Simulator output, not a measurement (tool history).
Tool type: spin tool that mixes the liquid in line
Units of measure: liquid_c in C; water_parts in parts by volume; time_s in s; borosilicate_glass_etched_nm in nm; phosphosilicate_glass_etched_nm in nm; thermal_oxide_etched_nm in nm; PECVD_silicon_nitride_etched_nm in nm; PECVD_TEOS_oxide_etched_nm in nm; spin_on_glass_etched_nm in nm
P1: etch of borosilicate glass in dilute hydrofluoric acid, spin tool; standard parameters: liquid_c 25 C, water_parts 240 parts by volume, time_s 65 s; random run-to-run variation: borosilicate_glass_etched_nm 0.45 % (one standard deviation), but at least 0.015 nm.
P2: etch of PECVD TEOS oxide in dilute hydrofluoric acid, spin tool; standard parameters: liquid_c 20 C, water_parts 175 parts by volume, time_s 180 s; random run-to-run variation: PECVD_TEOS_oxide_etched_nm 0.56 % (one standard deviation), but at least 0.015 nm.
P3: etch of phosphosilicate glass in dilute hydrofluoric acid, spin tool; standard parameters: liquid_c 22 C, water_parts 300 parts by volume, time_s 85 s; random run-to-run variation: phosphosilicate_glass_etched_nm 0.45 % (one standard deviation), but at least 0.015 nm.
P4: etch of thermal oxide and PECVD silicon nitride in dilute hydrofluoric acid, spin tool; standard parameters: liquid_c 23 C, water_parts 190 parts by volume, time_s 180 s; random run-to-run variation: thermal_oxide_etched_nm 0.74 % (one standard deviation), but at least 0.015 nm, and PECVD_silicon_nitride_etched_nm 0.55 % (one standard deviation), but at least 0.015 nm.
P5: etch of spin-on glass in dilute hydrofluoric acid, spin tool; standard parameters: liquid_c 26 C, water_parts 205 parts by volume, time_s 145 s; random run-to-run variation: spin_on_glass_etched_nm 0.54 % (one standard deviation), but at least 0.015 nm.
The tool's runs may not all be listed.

run	hour	process	liquid_c	water_parts	time_s	hours since the thermometer was replaced	hours since the hydrofluoric acid flow meter was replaced	borosilicate_glass_etched_nm	phosphosilicate_glass_etched_nm	thermal_oxide_etched_nm	PECVD_silicon_nitride_etched_nm	PECVD_TEOS_oxide_etched_nm	spin_on_glass_etched_nm
1	13.2	P1	25	240	65	259.6	618.8	6.7497					
2	28.9	P3	22	300	85	275.3	634.5		42.406				
3	38.9	P4	23	190	180	285.3	644.5			3.6661	5.0281		
4	50.4	P2	20	175	180	296.8	656					11.316	
5	57.7	P4	23	285	180	304.1	663.3			2.2183	3.3985		
6	68.5	P1	25	240	65	314.9	674.1	6.8067					
# hour 73.3: hydrofluoric acid flow meter replaced
7	82.8	P5	21	205	145	329.2	9.5						29.977
8	90.1	P1	25	240	65	336.5	16.8	6.7286					
9	101.9	P5	26	205	145	348.3	28.6						36.345
10	116	P3	22	470	85	362.4	42.7		23.25				
11	123.7	P5	26	205	145	370.1	50.4						36.41
12	133.9	P3	26	300	85	380.3	60.6		48.824				
13	141.9	P2	20	175	85	388.3	68.6					5.2216	
14	155.1	P1	30.5	240	65	401.5	81.8	8.2003					
15	164.5	P4	23	190	30	410.9	91.2			0.59572	0.82582		
16	179.4	P1	25	240	15	425.8	106.1	1.5586					
17	190.2	P1	25	240	115	436.6	116.9	11.888					
18	198.9	P5	26	350	145	445.3	125.6						18.187
19	212.2	P5	26	205	280	458.6	138.9						70.568
20	222.3	P3	22	300	85	468.7	149		42.299				
21	230.9	P1	25	115	65	477.3	157.6	16.262					
22	241.9	P2	20	245	180	488.3	168.6					7.427	
23	257.1	P1	25	420	100	503.5	183.8	4.9701					
24	270.7	P1	25	240	65	517.1	197.4	6.7334					
25	280.7	P4	23	190	180	527.1	207.4			3.6149	5.0348		
26	296.1	P4	17	190	180	542.5	222.8			2.8804	3.4251		
27	311.4	P2	20	175	180	557.8	238.1					11.131	
28	322.4	P2	17	175	180	568.8	249.1					9.8916	
29	336.2	P1	19.5	240	65	582.6	262.9	5.4779					
30	346.8	P1	25	135	20	593.2	273.5	4.1794					
31	354.2	P3	22	300	15	600.6	280.9		7.4363				
32	363.3	P1	25	240	65	609.7	290	6.796					
33	370.3	P1	25	365	65	616.7	297	3.9053					
34	383.4	P1	25	240	65	629.8	310.1	6.8011					
35	390.9	P1	25	240	65	637.3	317.6	6.6463					
36	399	P1	25	240	65	645.4	325.7	6.5628					
37	407	P1	25	240	65	653.4	333.7	6.543					
38	416.6	P1	25	240	65	663	343.3	6.4054					
39	429.2	P1	25	240	65	675.6	355.9	6.4609					
40	441.4	P1	25	240	65	687.8	368.1	6.4279					
41	453.2	P1	25	240	65	699.6	379.9	6.3845					
42	462.1	P1	25	240	65	708.5	388.8	6.3497					
43	472.8	P1	25	240	65	719.2	399.5	6.3826					

The output of P1 has drifted from where it used to be. Each of the 2 causes below, taken at the size shown beside it, accounts for the log equally well:
A: hydrofluoric acid flow below the setpoint (%) = 4.36
B: liquid colder than its thermometer reads (K) = 1.57
At approximately hour 383.4, the process output began to creep.

4 check runs are offered, one wafer each, their results left as question marks. Which one tells the causes apart?
check 1	483.5	P3	22	300	85				?				
check 2	483.5	P4	23	190	180					?	?		
check 3	483.5	P5	26	205	145								?
check 4	483.5	P2	20	175	180							?	

What each check would give under each cause:
check	result	if A	if B
check 1	phosphosilicate_glass_etched_nm	40.057	40.089
check 2	thermal_oxide_etched_nm	3.433	3.4131
check 2	PECVD_silicon_nitride_etched_nm	4.8346	4.5649
check 3	spin_on_glass_etched_nm	34.256	34.186
check 4	PECVD_TEOS_oxide_etched_nm	10.607	10.507
Per-check spread between the two closest causes, in the result where they differ most: check 1 0.08 %; check 2 5.74 %; check 3 0.21 %; check 4 0.94 %
Check 2 distinguishes between the causes, while the remaining checks would return nearly the same result for all of them.

After running check 2, the following was obtained: thermal_oxide_etched_nm 3.4272 nm; PECVD_silicon_nitride_etched_nm 4.8426 nm. Which cause does this point to?

It was cause A: hydrofluoric acid flow below the setpoint (%).
